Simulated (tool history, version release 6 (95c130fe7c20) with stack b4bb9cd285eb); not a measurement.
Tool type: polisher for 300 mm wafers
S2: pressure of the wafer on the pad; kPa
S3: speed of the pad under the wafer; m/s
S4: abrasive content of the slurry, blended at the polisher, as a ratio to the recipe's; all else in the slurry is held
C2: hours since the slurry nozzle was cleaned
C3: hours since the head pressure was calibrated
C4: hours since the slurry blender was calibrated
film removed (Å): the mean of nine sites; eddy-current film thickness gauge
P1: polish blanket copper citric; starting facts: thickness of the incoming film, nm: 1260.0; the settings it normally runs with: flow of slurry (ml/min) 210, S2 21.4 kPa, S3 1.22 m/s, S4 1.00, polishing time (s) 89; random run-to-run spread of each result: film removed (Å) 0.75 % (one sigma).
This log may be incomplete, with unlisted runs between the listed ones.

run 1 hour=7.1 | flow_of_slurry_(ml/min)=210 S2=21.4 S3=1.22 S4=1.00 polishing_time_(s)=89 | wafers_polished_on_this_pad=248 C2=298.7 C3=750.1 C4=84.3 | film_removed_(Å)=2534.1
run 2 hour=16.0 | flow_of_slurry_(ml/min)=210 S2=21.4 S3=1.22 S4=1.25 polishing_time_(s)=134 | wafers_polished_on_this_pad=351 C2=307.6 C3=759.0 C4=93.2 | film_removed_(Å)=4029.6
run 3 hour=24.9 | flow_of_slurry_(ml/min)=210 S2=15.2 S3=1.60 S4=1.00 polishing_time_(s)=89 | wafers_polished_on_this_pad=453 C2=316.5 C3=767.9 C4=102.1 | film_removed_(Å)=2350.1
run 4 hour=34.3 | flow_of_slurry_(ml/min)=210 S2=21.4 S3=1.88 S4=1.00 polishing_time_(s)=89 | wafers_polished_on_this_pad=561 C2=325.9 C3=777.3 C4=111.5 | film_removed_(Å)=3908.1
run 5 hour=40.9 | flow_of_slurry_(ml/min)=210 S2=9.7 S3=1.22 S4=1.00 polishing_time_(s)=89 | wafers_polished_on_this_pad=637 C2=332.5 C3=783.9 C4=118.1 | film_removed_(Å)=1179.1
run 6 hour=45.5 | flow_of_slurry_(ml/min)=315 S2=21.4 S3=1.22 S4=1.00 polishing_time_(s)=89 | wafers_polished_on_this_pad=689 C2=337.1 C3=788.5 C4=122.7 | film_removed_(Å)=2638.5
run 7 hour=54.6 | flow_of_slurry_(ml/min)=140 S2=21.4 S3=1.22 S4=1.00 polishing_time_(s)=89 | wafers_polished_on_this_pad=794 C2=346.2 C3=797.6 C4=131.8 | film_removed_(Å)=2361.2
run 8 hour=59.4 | flow_of_slurry_(ml/min)=210 S2=21.4 S3=1.22 S4=1.00 polishing_time_(s)=119 | wafers_polished_on_this_pad=849 C2=351.0 C3=802.4 C4=136.6 | film_removed_(Å)=3370.5
-- hour=63.7 slurry nozzle cleaned
run 9 hour=65.6 | flow_of_slurry_(ml/min)=210 S2=21.4 S3=1.22 S4=1.00 polishing_time_(s)=89 | wafers_polished_on_this_pad=920 C2=1.9 C3=808.6 C4=142.8 | film_removed_(Å)=2576.1
run 10 hour=75.0 | flow_of_slurry_(ml/min)=210 S2=21.4 S3=0.56 S4=1.00 polishing_time_(s)=89 | wafers_polished_on_this_pad=1028 C2=11.3 C3=818.0 C4=152.2 | film_removed_(Å)=1193.7
run 11 hour=84.3 | flow_of_slurry_(ml/min)=300 S2=21.4 S3=1.22 S4=1.35 polishing_time_(s)=89 | wafers_polished_on_this_pad=1135 C2=20.6 C3=827.3 C4=161.5 | film_removed_(Å)=2817.8
run 12 hour=93.7 | flow_of_slurry_(ml/min)=210 S2=21.4 S3=1.22 S4=0.70 polishing_time_(s)=89 | wafers_polished_on_this_pad=1243 C2=30.0 C3=836.7 C4=170.9 | film_removed_(Å)=2360.6
run 13 hour=99.5 | flow_of_slurry_(ml/min)=210 S2=21.4 S3=1.22 S4=1.00 polishing_time_(s)=89 | wafers_polished_on_this_pad=1310 C2=35.8 C3=842.5 C4=176.7 | film_removed_(Å)=2538.0
run 14 hour=104.3 | flow_of_slurry_(ml/min)=210 S2=33.8 S3=1.22 S4=1.00 polishing_time_(s)=89 | wafers_polished_on_this_pad=1365 C2=40.6 C3=847.3 C4=181.5 | film_removed_(Å)=3971.9
run 15 hour=108.9 | flow_of_slurry_(ml/min)=210 S2=21.4 S3=1.22 S4=1.00 polishing_time_(s)=89 | wafers_polished_on_this_pad=1418 C2=45.2 C3=851.9 C4=186.1 | film_removed_(Å)=2558.8
run 16 hour=116.5 | flow_of_slurry_(ml/min)=210 S2=21.4 S3=1.22 S4=1.50 polishing_time_(s)=89 | wafers_polished_on_this_pad=1505 C2=52.8 C3=859.5 C4=193.7 | film_removed_(Å)=2751.9
run 17 hour=123.9 | flow_of_slurry_(ml/min)=210 S2=21.4 S3=1.22 S4=1.00 polishing_time_(s)=89 | wafers_polished_on_this_pad=1590 C2=60.2 C3=866.9 C4=201.1 | film_removed_(Å)=2523.8
run 18 hour=129.7 | flow_of_slurry_(ml/min)=210 S2=21.4 S3=1.22 S4=1.00 polishing_time_(s)=89 | wafers_polished_on_this_pad=1656 C2=66.0 C3=872.7 C4=206.9 | film_removed_(Å)=2584.2
run 19 hour=139.8 | flow_of_slurry_(ml/min)=210 S2=21.4 S3=1.22 S4=1.00 polishing_time_(s)=45 | wafers_polished_on_this_pad=1772 C2=76.1 C3=882.8 C4=217.0 | film_removed_(Å)=1280.0
run 20 hour=145.5 | flow_of_slurry_(ml/min)=210 S2=21.4 S3=1.22 S4=1.00 polishing_time_(s)=89 | wafers_polished_on_this_pad=1838 C2=81.8 C3=888.5 C4=222.7 | film_removed_(Å)=2549.9
run 21 hour=153.9 | flow_of_slurry_(ml/min)=210 S2=21.4 S3=1.22 S4=1.00 polishing_time_(s)=89 | wafers_polished_on_this_pad=1934 C2=90.2 C3=896.9 C4=231.1 | film_removed_(Å)=2493.7
run 22 hour=162.2 | flow_of_slurry_(ml/min)=210 S2=21.4 S3=1.22 S4=1.00 polishing_time_(s)=89 | wafers_polished_on_this_pad=2030 C2=98.5 C3=905.2 C4=239.4 | film_removed_(Å)=2416.9
run 23 hour=167.4 | flow_of_slurry_(ml/min)=210 S2=21.4 S3=1.22 S4=1.00 polishing_time_(s)=89 | wafers_polished_on_this_pad=2089 C2=103.7 C3=910.4 C4=244.6 | film_removed_(Å)=2356.0
run 24 hour=175.8 | flow_of_slurry_(ml/min)=210 S2=21.4 S3=1.22 S4=1.00 polishing_time_(s)=89 | wafers_polished_on_this_pad=2186 C2=112.1 C3=918.8 C4=253.0 | film_removed_(Å)=2401.0
-- hour=177.6 head pressure recalibrated
run 25 hour=180.9 | flow_of_slurry_(ml/min)=210 S2=21.4 S3=1.22 S4=1.00 polishing_time_(s)=89 | wafers_polished_on_this_pad=2244 C2=117.2 C3=3.4 C4=258.1 | film_removed_(Å)=2359.1
run 26 hour=185.6 | flow_of_slurry_(ml/min)=210 S2=21.4 S3=1.22 S4=1.00 polishing_time_(s)=89 | wafers_polished_on_this_pad=2298 C2=121.9 C3=8.1 C4=262.8 | film_removed_(Å)=2386.7
-- hour=188.0 slurry blender recalibrated
run 27 hour=195.6 | flow_of_slurry_(ml/min)=210 S2=21.4 S3=1.22 S4=1.00 polishing_time_(s)=89 | wafers_polished_on_this_pad=2413 C2=131.9 C3=18.1 C4=7.7 | film_removed_(Å)=2364.6
run 28 hour=203.4 | flow_of_slurry_(ml/min)=210 S2=21.4 S3=1.22 S4=1.00 polishing_time_(s)=89 | wafers_polished_on_this_pad=2503 C2=139.7 C3=25.9 C4=15.5 | film_removed_(Å)=2317.4

Something has made what P1 gives creep away from where it was; the 2 causes below, each at its own stated size, fit the log equally well:
A: removal rate lost through wear of the pad, % = 7.54
B: slurry flow missing at the pad, % = 38.6
The gradual shift began around hour 145.5.
Why every other cause is out:
head's pressure below its setpoint, %: work on it at hour 177.6, done after the drift set in, did not restore what the process gave before
abrasive missing from the slurry, %: work on it at hour 188.0, done after the drift set in, did not restore what the process gave before

Consider the 4 check runs below, whose results appear as question marks and each of which averages 3 wafers. Which one distinguishes the causes, in that each cause would give it a clearly different result?
run check 1 hour=211.2 | flow_of_slurry_(ml/min)=210 S2=21.4 S3=1.88 S4=1.00 polishing_time_(s)=54 | film_removed_(Å)=?
run check 2 hour=211.2 | flow_of_slurry_(ml/min)=210 S2=21.4 S3=0.68 S4=1.45 polishing_time_(s)=89 | film_removed_(Å)=?
run check 3 hour=211.2 | flow_of_slurry_(ml/min)=145 S2=33.1 S3=1.22 S4=1.00 polishing_time_(s)=89 | film_removed_(Å)=?
run check 4 hour=211.2 | flow_of_slurry_(ml/min)=210 S2=33.1 S3=1.64 S4=1.00 polishing_time_(s)=89 | film_removed_(Å)=?

What each check would give under each cause:
check=check_1 result=film_removed_(Å) if_A=2184.5 if_B=2184.2
check=check_2 result=film_removed_(Å) if_A=1443.9 if_B=1443.7
check=check_3 result=film_removed_(Å) if_A=3419.5 if_B=3312.8
check=check_4 result=film_removed_(Å) if_A=4847.4 if_B=4846.5
Per-check spread between the two closest causes, in the result where they differ most: check 1 0.02 %; check 2 0.02 %; check 3 3.17 %; check 4 0.02 %
Check 3 is the one run that separates the causes; every other check would come out nearly the same whichever cause is at work.

The results of check 3 are: film removed (Å) 3328.4. Based on these, which of the listed causes is it?

Of the candidate causes, it is B: slurry flow missing at the pad, %.
